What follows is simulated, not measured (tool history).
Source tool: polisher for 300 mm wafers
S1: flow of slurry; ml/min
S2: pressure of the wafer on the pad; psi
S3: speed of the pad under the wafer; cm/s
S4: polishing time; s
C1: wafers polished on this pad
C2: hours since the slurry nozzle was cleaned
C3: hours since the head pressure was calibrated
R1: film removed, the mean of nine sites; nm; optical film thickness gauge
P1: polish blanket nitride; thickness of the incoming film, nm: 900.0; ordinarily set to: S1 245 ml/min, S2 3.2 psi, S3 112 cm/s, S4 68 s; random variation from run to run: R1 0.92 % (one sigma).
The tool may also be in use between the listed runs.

run	hour	S1	S2	S3	S4	C1	C2	C3	R1
1	16.8	245	3.2	112	68	465	209.3	365.2	126.43
# hour 27.9: slurry nozzle cleaned
2	28	145	3.2	112	68	597	0.2	376.4	115.09
3	38.9	245	2.2	112	68	726	11.1	387.3	85.13
4	49.7	245	3.2	112	102	853	21.9	398.1	187.01
5	60.5	245	3.2	112	68	981	32.7	408.9	123.08
6	76.5	245	3.2	52	52	1169	48.7	424.9	51.052
7	90.5	245	5	112	68	1335	62.7	438.9	193.15
8	99.2	245	3.2	68	88	1437	71.4	447.6	106.66
9	111.4	245	3.2	168	68	1581	83.6	459.8	169.91
10	129.6	245	3.2	56	68	1796	101.8	478	71.307
11	138.5	245	3.2	112	68	1901	110.7	486.9	122.24
12	155.5	245	3.2	112	68	2101	127.7	503.9	123.2

Run 13 is up next; what results do you expect?
13	170.7	160	3.2	112	48	2281	142.9	519.1	?

Run 13 came out at R1 82.077 nm.
